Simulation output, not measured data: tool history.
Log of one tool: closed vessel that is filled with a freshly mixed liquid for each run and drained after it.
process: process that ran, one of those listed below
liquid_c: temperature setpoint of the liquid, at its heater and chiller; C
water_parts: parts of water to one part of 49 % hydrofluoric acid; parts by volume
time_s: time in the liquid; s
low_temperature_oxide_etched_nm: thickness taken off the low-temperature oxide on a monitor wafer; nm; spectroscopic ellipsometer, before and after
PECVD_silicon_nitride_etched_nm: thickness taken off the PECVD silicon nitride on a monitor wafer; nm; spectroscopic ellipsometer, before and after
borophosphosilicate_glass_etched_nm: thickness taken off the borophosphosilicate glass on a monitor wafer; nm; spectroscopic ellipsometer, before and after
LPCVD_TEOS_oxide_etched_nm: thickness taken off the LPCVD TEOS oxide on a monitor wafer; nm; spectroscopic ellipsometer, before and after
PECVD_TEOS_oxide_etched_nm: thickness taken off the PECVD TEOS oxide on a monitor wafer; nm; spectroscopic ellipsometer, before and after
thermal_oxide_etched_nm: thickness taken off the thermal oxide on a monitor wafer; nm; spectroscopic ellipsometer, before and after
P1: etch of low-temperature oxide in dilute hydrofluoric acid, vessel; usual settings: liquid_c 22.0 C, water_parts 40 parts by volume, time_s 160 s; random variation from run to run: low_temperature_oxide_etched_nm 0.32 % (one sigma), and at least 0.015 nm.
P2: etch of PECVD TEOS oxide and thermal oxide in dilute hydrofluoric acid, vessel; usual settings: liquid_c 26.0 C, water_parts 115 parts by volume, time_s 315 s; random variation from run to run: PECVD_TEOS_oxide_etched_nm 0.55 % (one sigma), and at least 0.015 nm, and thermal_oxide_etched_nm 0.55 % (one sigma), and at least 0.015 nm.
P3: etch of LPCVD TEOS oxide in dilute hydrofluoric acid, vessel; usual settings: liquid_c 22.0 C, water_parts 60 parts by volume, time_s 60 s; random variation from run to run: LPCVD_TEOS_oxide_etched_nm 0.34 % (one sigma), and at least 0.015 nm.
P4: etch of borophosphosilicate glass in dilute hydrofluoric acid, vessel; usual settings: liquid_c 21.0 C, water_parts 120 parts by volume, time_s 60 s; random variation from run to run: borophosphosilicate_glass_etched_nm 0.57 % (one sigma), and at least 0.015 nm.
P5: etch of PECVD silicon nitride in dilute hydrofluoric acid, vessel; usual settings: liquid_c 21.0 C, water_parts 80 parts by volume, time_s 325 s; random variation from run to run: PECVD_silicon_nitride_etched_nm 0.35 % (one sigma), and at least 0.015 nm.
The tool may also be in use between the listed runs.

| run | hour | process | liquid_c | water_parts | time_s | hours since the thermometer was replaced | hours since the hydrofluoric acid flow meter was replaced | low_temperature_oxide_etched_nm | PECVD_silicon_nitride_etched_nm | borophosphosilicate_glass_etched_nm | LPCVD_TEOS_oxide_etched_nm | PECVD_TEOS_oxide_etched_nm | thermal_oxide_etched_nm |
|---|---|---|---|---|---|---|---|---|---|---|---|---|---|
| 1 | 6.3 | P1 | 22.0 | 40 | 160 | 361.6 | 404.2 | 51.487 |  |  |  |  |  |
| 2 | 13.0 | P1 | 22.0 | 40 | 160 | 368.3 | 410.9 | 51.478 |  |  |  |  |  |
| 3 | 19.4 | P1 | 27.5 | 40 | 160 | 374.7 | 417.3 | 64.467 |  |  |  |  |  |
| 4 | 27.3 | P5 | 17.0 | 80 | 325 | 382.6 | 425.2 |  | 6.79350 |  |  |  |  |
| 5 | 35.0 | P1 | 22.0 | 40 | 280 | 390.3 | 432.9 | 90.329 |  |  |  |  |  |
| 6 | 40.5 | P4 | 21.0 | 120 | 105 | 395.8 | 438.4 |  |  | 36.082 |  |  |  |
| 7 | 46.4 | P1 | 22.0 | 40 | 90 | 401.7 | 444.3 | 29.009 |  |  |  |  |  |
| 8 | 50.3 | P3 | 22.0 | 105 | 60 | 405.6 | 448.2 |  |  |  | 29.621 |  |  |
| 9 | 56.5 | P2 | 26.0 | 115 | 315 | 411.8 | 454.4 |  |  |  |  | 41.996 | 13.7750 |
| 10 | 62.9 | P4 | 17.0 | 120 | 60 | 418.2 | 460.8 |  |  | 17.500 |  |  |  |
| 11 | 70.3 | P1 | 26.0 | 55 | 160 | 425.6 | 468.2 | 43.158 |  |  |  |  |  |
| 12 | 78.6 | P4 | 21.0 | 120 | 60 | 433.9 | 476.5 |  |  | 20.540 |  |  |  |
| 13 | 83.2 | P4 | 21.0 | 170 | 60 | 438.5 | 481.1 |  |  | 13.929 |  |  |  |
| 14 | 88.4 | P1 | 22.0 | 65 | 75 | 443.7 | 486.3 | 14.314 |  |  |  |  |  |
| 15 | 94.0 | P2 | 26.0 | 115 | 110 | 449.3 | 491.9 |  |  |  |  | 14.716 | 4.8588 |
| 16 | 102.6 | P2 | 26.0 | 190 | 315 | 457.9 | 500.5 |  |  |  |  | 23.216 | 7.6437 |
| 17 | 107.5 | P4 | 21.0 | 120 | 60 | 462.8 | 505.4 |  |  | 20.589 |  |  |  |
| 18 | 113.7 | P1 | 18.5 | 40 | 160 | 469.0 | 511.6 | 44.490 |  |  |  |  |  |
| 19 | 121.3 | P3 | 18.0 | 60 | 60 | 476.6 | 519.2 |  |  |  | 46.196 |  |  |
| 20 | 129.6 | P5 | 21.0 | 120 | 325 | 484.9 | 527.5 |  | 6.00170 |  |  |  |  |
| 21 | 133.8 | P3 | 22.0 | 60 | 85 | 489.1 | 531.7 |  |  |  | 77.186 |  |  |
| 22 | 138.3 | P5 | 21.0 | 80 | 30 | 493.6 | 536.2 |  | 0.84424 |  |  |  |  |
| 23 | 143.1 | P1 | 22.0 | 25 | 160 | 498.4 | 541.0 | 83.757 |  |  |  |  |  |
| 24 | 147.3 | P3 | 22.0 | 60 | 60 | 502.6 | 545.2 |  |  |  | 55.022 |  |  |
| 25 | 152.4 | P1 | 22.0 | 70 | 160 | 507.7 | 550.3 | 28.235 |  |  |  |  |  |
| 26 | 159.2 | P5 | 21.0 | 80 | 325 | 514.5 | 557.1 |  | 8.91080 |  |  |  |  |
| 27 | 166.1 | P1 | 22.0 | 40 | 160 | 521.4 | 564.0 | 51.336 |  |  |  |  |  |
| 28 | 172.6 | P3 | 22.0 | 60 | 60 | 527.9 | 570.5 |  |  |  | 54.816 |  |  |
| 29 | 178.2 | P1 | 22.0 | 40 | 160 | 533.5 | 576.1 | 51.745 |  |  |  |  |  |
| 30 | 186.6 | P2 | 18.5 | 115 | 315 | 541.9 | 584.5 |  |  |  |  | 31.031 | 10.2660 |
| 31 | 193.7 | P5 | 21.0 | 80 | 325 | 549.0 | 591.6 |  | 8.90470 |  |  |  |  |
| 32 | 201.0 | P1 | 22.0 | 40 | 160 | 556.3 | 598.9 | 51.392 |  |  |  |  |  |
| 33 | 206.0 | P1 | 22.0 | 40 | 160 | 561.3 | 603.9 | 53.515 |  |  |  |  |  |
| 34 | 211.8 | P1 | 22.0 | 40 | 160 | 567.1 | 609.7 | 54.395 |  |  |  |  |  |
| 35 | 217.2 | P1 | 22.0 | 40 | 160 | 572.5 | 615.1 | 55.271 |  |  |  |  |  |
| 36 | 221.6 | P1 | 22.0 | 40 | 160 | 576.9 | 619.5 | 55.353 |  |  |  |  |  |
| 37 | 228.3 | P1 | 22.0 | 40 | 160 | 583.6 | 626.2 | 55.337 |  |  |  |  |  |
| 38 | 232.1 | P1 | 22.0 | 40 | 160 | 587.4 | 630.0 | 55.584 |  |  |  |  |  |
| 39 | 235.8 | P1 | 22.0 | 40 | 160 | 591.1 | 633.7 | 55.378 |  |  |  |  |  |

What P1 gives has crept away from where it was. These 2 causes fit the log equally well, each at the size given:
A: liquid hotter than its thermometer reads (K) = 1.8
B: hydrofluoric acid flow above the setpoint (%) = 7.4
The creep began at about hour 201.0.

4 check runs are offered, one wafer each, their results left as question marks. Which one tells the causes apart?
| check 1 | 239.5 | P2 | 26.0 | 115 | 315 |  |  |  |  |  |  | ? | ? |
| check 2 | 239.5 | P3 | 22.0 | 60 | 60 |  |  |  |  |  | ? |  |  |
| check 3 | 239.5 | P5 | 21.0 | 80 | 325 |  |  |  | ? |  |  |  |  |
| check 4 | 239.5 | P4 | 21.0 | 120 | 60 |  |  |  |  | ? |  |  |  |

What each check would give under each cause:
| check | result | if A | if B |
|---|---|---|---|
| check 1 | PECVD_TEOS_oxide_etched_nm | 45.119 | 45.698 |
| check 1 | thermal_oxide_etched_nm | 14.8000 | 14.9900 |
| check 2 | LPCVD_TEOS_oxide_etched_nm | 58.921 | 59.058 |
| check 3 | PECVD_silicon_nitride_etched_nm | 10.07000 | 9.56060 |
| check 4 | borophosphosilicate_glass_etched_nm | 22.086 | 22.285 |
How far apart the two closest causes lie, in the result that separates them most: check 1 1.28 %; check 2 0.23 %; check 3 5.19 %; check 4 0.89 %
Only check 3 tells the causes apart: in the others they would give nearly the same result.

Then check 3 was run and gave: PECVD_silicon_nitride_etched_nm 9.57660 nm. Which cause is it?

It is B: hydrofluoric acid flow above the setpoint (%).
